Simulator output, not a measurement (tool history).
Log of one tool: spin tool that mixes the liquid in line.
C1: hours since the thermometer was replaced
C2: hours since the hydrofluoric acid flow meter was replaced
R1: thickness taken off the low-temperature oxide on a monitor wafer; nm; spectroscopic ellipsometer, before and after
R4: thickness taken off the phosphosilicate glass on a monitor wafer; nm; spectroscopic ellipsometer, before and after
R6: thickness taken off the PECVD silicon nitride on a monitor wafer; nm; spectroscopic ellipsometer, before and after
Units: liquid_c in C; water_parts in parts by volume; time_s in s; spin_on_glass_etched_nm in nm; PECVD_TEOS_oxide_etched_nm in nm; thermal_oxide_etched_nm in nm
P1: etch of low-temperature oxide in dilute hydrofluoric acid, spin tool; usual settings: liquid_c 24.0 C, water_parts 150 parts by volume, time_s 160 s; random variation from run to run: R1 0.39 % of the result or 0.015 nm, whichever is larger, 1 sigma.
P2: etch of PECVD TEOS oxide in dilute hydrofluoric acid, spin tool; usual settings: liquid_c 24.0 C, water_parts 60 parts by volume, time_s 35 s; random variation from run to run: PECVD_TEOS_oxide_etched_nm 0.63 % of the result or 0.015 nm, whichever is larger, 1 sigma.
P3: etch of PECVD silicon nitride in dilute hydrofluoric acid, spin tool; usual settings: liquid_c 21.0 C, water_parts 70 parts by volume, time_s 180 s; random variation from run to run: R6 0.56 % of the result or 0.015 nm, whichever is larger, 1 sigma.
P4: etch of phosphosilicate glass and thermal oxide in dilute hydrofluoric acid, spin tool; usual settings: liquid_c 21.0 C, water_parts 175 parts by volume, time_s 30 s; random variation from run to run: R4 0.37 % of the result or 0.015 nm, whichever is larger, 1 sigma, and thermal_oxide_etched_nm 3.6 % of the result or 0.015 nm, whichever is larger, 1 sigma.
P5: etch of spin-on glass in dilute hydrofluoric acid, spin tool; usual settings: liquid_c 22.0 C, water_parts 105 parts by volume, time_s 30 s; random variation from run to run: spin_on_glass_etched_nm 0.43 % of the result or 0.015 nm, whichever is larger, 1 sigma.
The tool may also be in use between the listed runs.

{"run": 1, "hour": 12.4, "process": "P1", "liquid_c": 24.0, "water_parts": 150, "time_s": 160, "C1": 161.3, "C2": 805.8, "R1": 20.806}
{"run": 2, "hour": 25.7, "process": "P1", "liquid_c": 24.0, "water_parts": 150, "time_s": 160, "C1": 174.6, "C2": 819.1, "R1": 20.79}
{"run": 3, "hour": 36.0, "process": "P1", "liquid_c": 32.0, "water_parts": 150, "time_s": 160, "C1": 184.9, "C2": 829.4, "R1": 28.066}
{"run": 4, "hour": 50.9, "process": "P5", "liquid_c": 22.0, "water_parts": 105, "time_s": 60, "C1": 199.8, "C2": 844.3, "spin_on_glass_etched_nm": 17.162}
{"run": 5, "hour": 65.6, "process": "P2", "liquid_c": 24.0, "water_parts": 60, "time_s": 35, "C1": 214.5, "C2": 859.0, "PECVD_TEOS_oxide_etched_nm": 5.1405}
{"run": 6, "hour": 78.0, "process": "P1", "liquid_c": 31.5, "water_parts": 150, "time_s": 15, "C1": 226.9, "C2": 871.4, "R1": 2.5882}
{"run": 7, "hour": 88.2, "process": "P1", "liquid_c": 24.0, "water_parts": 150, "time_s": 160, "C1": 237.1, "C2": 881.6, "R1": 20.841}
{"run": 8, "hour": 104.4, "process": "P2", "liquid_c": 24.0, "water_parts": 60, "time_s": 65, "C1": 253.3, "C2": 897.8, "PECVD_TEOS_oxide_etched_nm": 9.5285}
{"run": 9, "hour": 119.4, "process": "P4", "liquid_c": 21.0, "water_parts": 315, "time_s": 30, "C1": 268.3, "C2": 912.8, "R4": 7.4503, "thermal_oxide_etched_nm": 0.30109}
{"run": 10, "hour": 132.2, "process": "P3", "liquid_c": 21.0, "water_parts": 70, "time_s": 180, "C1": 281.1, "C2": 925.6, "R6": 3.5487}
{"run": 11, "hour": 149.6, "process": "P3", "liquid_c": 21.0, "water_parts": 70, "time_s": 180, "C1": 298.5, "C2": 943.0, "R6": 3.5529}
{"run": 12, "hour": 159.3, "process": "P3", "liquid_c": 21.0, "water_parts": 110, "time_s": 180, "C1": 308.2, "C2": 952.7, "R6": 2.2678}
{"run": 13, "hour": 176.7, "process": "P2", "liquid_c": 32.0, "water_parts": 60, "time_s": 35, "C1": 325.6, "C2": 970.1, "PECVD_TEOS_oxide_etched_nm": 7.0048}
{"run": 14, "hour": 194.7, "process": "P2", "liquid_c": 24.0, "water_parts": 90, "time_s": 35, "C1": 343.6, "C2": 988.1, "PECVD_TEOS_oxide_etched_nm": 3.2358}
{"run": 15, "hour": 211.0, "process": "P5", "liquid_c": 27.0, "water_parts": 105, "time_s": 30, "C1": 359.9, "C2": 1004.4, "spin_on_glass_etched_nm": 10.435}
{"run": 16, "hour": 223.7, "process": "P1", "liquid_c": 24.0, "water_parts": 25, "time_s": 160, "C1": 372.6, "C2": 1017.1, "R1": 145.65}
{"run": 17, "hour": 234.8, "process": "P1", "liquid_c": 24.0, "water_parts": 150, "time_s": 160, "C1": 383.7, "C2": 1028.2, "R1": 20.811}
{"run": 18, "hour": 242.7, "process": "P1", "liquid_c": 24.0, "water_parts": 150, "time_s": 160, "C1": 391.6, "C2": 1036.1, "R1": 20.789}
{"hour": 243.2, "done": "hydrofluoric acid flow meter replaced"}
{"run": 19, "hour": 251.7, "process": "P4", "liquid_c": 21.0, "water_parts": 175, "time_s": 30, "C1": 400.6, "C2": 8.5, "R4": 15.397, "thermal_oxide_etched_nm": 0.67894}
{"run": 20, "hour": 264.2, "process": "P5", "liquid_c": 22.0, "water_parts": 105, "time_s": 30, "C1": 413.1, "C2": 21.0, "spin_on_glass_etched_nm": 8.5816}
{"run": 21, "hour": 273.6, "process": "P1", "liquid_c": 30.5, "water_parts": 150, "time_s": 235, "C1": 422.5, "C2": 30.4, "R1": 38.663}
{"run": 22, "hour": 285.6, "process": "P3", "liquid_c": 21.0, "water_parts": 70, "time_s": 80, "C1": 434.5, "C2": 42.4, "R6": 1.5601}
{"run": 23, "hour": 299.5, "process": "P5", "liquid_c": 22.0, "water_parts": 105, "time_s": 30, "C1": 448.4, "C2": 56.3, "spin_on_glass_etched_nm": 8.5796}
{"run": 24, "hour": 317.2, "process": "P4", "liquid_c": 27.5, "water_parts": 175, "time_s": 30, "C1": 466.1, "C2": 74.0, "R4": 19.558, "thermal_oxide_etched_nm": 0.83457}
{"run": 25, "hour": 331.7, "process": "P1", "liquid_c": 24.0, "water_parts": 150, "time_s": 160, "C1": 480.6, "C2": 88.5, "R1": 20.784}
{"run": 26, "hour": 350.1, "process": "P4", "liquid_c": 21.0, "water_parts": 175, "time_s": 15, "C1": 499.0, "C2": 106.9, "R4": 7.6889, "thermal_oxide_etched_nm": 0.31322}
{"run": 27, "hour": 368.2, "process": "P3", "liquid_c": 26.5, "water_parts": 70, "time_s": 180, "C1": 517.1, "C2": 125.0, "R6": 5.1892}
{"run": 28, "hour": 384.2, "process": "P1", "liquid_c": 24.0, "water_parts": 150, "time_s": 290, "C1": 533.1, "C2": 141.0, "R1": 37.803}
{"run": 29, "hour": 393.8, "process": "P1", "liquid_c": 17.0, "water_parts": 150, "time_s": 160, "C1": 542.7, "C2": 150.6, "R1": 15.793}
{"run": 30, "hour": 408.3, "process": "P5", "liquid_c": 22.0, "water_parts": 150, "time_s": 30, "C1": 557.2, "C2": 165.1, "spin_on_glass_etched_nm": 5.6521}
{"run": 31, "hour": 416.7, "process": "P1", "liquid_c": 24.0, "water_parts": 150, "time_s": 70, "C1": 565.6, "C2": 173.5, "R1": 9.1494}
{"run": 32, "hour": 430.7, "process": "P1", "liquid_c": 24.0, "water_parts": 240, "time_s": 160, "C1": 579.6, "C2": 187.5, "R1": 11.733}
{"run": 33, "hour": 439.6, "process": "P1", "liquid_c": 24.0, "water_parts": 150, "time_s": 160, "C1": 588.5, "C2": 196.4, "R1": 20.77}
{"run": 34, "hour": 457.7, "process": "P1", "liquid_c": 24.0, "water_parts": 150, "time_s": 160, "C1": 606.6, "C2": 214.5, "R1": 20.085}
{"run": 35, "hour": 475.4, "process": "P1", "liquid_c": 24.0, "water_parts": 150, "time_s": 160, "C1": 624.3, "C2": 232.2, "R1": 19.66}
{"run": 36, "hour": 489.7, "process": "P1", "liquid_c": 24.0, "water_parts": 150, "time_s": 160, "C1": 638.6, "C2": 246.5, "R1": 19.433}
{"run": 37, "hour": 502.7, "process": "P1", "liquid_c": 24.0, "water_parts": 150, "time_s": 160, "C1": 651.6, "C2": 259.5, "R1": 19.302}
{"run": 38, "hour": 515.3, "process": "P1", "liquid_c": 24.0, "water_parts": 150, "time_s": 160, "C1": 664.2, "C2": 272.1, "R1": 19.201}
{"run": 39, "hour": 525.1, "process": "P1", "liquid_c": 24.0, "water_parts": 150, "time_s": 160, "C1": 674.0, "C2": 281.9, "R1": 19.139}
{"run": 40, "hour": 541.1, "process": "P1", "liquid_c": 24.0, "water_parts": 150, "time_s": 160, "C1": 690.0, "C2": 297.9, "R1": 19.184}
{"run": 41, "hour": 552.5, "process": "P1", "liquid_c": 24.0, "water_parts": 150, "time_s": 160, "C1": 701.4, "C2": 309.3, "R1": 19.208}
{"run": 42, "hour": 561.1, "process": "P1", "liquid_c": 24.0, "water_parts": 150, "time_s": 160, "C1": 710.0, "C2": 317.9, "R1": 19.147}
{"run": 43, "hour": 572.9, "process": "P1", "liquid_c": 24.0, "water_parts": 150, "time_s": 160, "C1": 721.8, "C2": 329.7, "R1": 19.147}
{"run": 44, "hour": 581.4, "process": "P1", "liquid_c": 24.0, "water_parts": 150, "time_s": 160, "C1": 730.3, "C2": 338.2, "R1": 19.075}

What P1 gives has crept away from where it was. These 2 causes fit the log equally well, each at the size given:
A: hydrofluoric acid flow below the setpoint (%) = 7
B: liquid colder than its thermometer reads (K) = 2.22
The creep began at about hour 439.6.

4 check runs are offered, one wafer each, their results left as question marks. Which one tells the causes apart?
{"run": "check 1", "hour": 589.9, "process": "P2", "liquid_c": 31.0, "water_parts": 60, "time_s": 35, "PECVD_TEOS_oxide_etched_nm": "?"}
{"run": "check 2", "hour": 589.9, "process": "P5", "liquid_c": 22.0, "water_parts": 145, "time_s": 45, "spin_on_glass_etched_nm": "?"}
{"run": "check 3", "hour": 589.9, "process": "P3", "liquid_c": 21.0, "water_parts": 95, "time_s": 180, "R6": "?"}
{"run": "check 4", "hour": 589.9, "process": "P4", "liquid_c": 21.0, "water_parts": 255, "time_s": 15, "R4": "?", "thermal_oxide_etched_nm": "?"}

What each check would give under each cause:
check=check_1 result=PECVD_TEOS_oxide_etched_nm if_A=6.2515 if_B=6.2093
check=check_2 result=spin_on_glass_etched_nm if_A=8.1932 if_B=8.1653
check=check_3 result=R6 if_A=2.4608 if_B=2.2704
check=check_4 result=R4 if_A=4.4428 if_B=4.4760
check=check_4 result=thermal_oxide_etched_nm if_A=0.18615 if_B=0.18755
How far apart the two closest causes lie, in the result that separates them most: check 1 0.68 %; check 2 0.34 %; check 3 8.05 %; check 4 0.75 %
Check 3 tells the causes apart: in the others they would give nearly the same result.

Check 3 was then run and gave: R6 2.2831 nm. Which cause is it?

It is B: liquid colder than its thermometer reads (K).
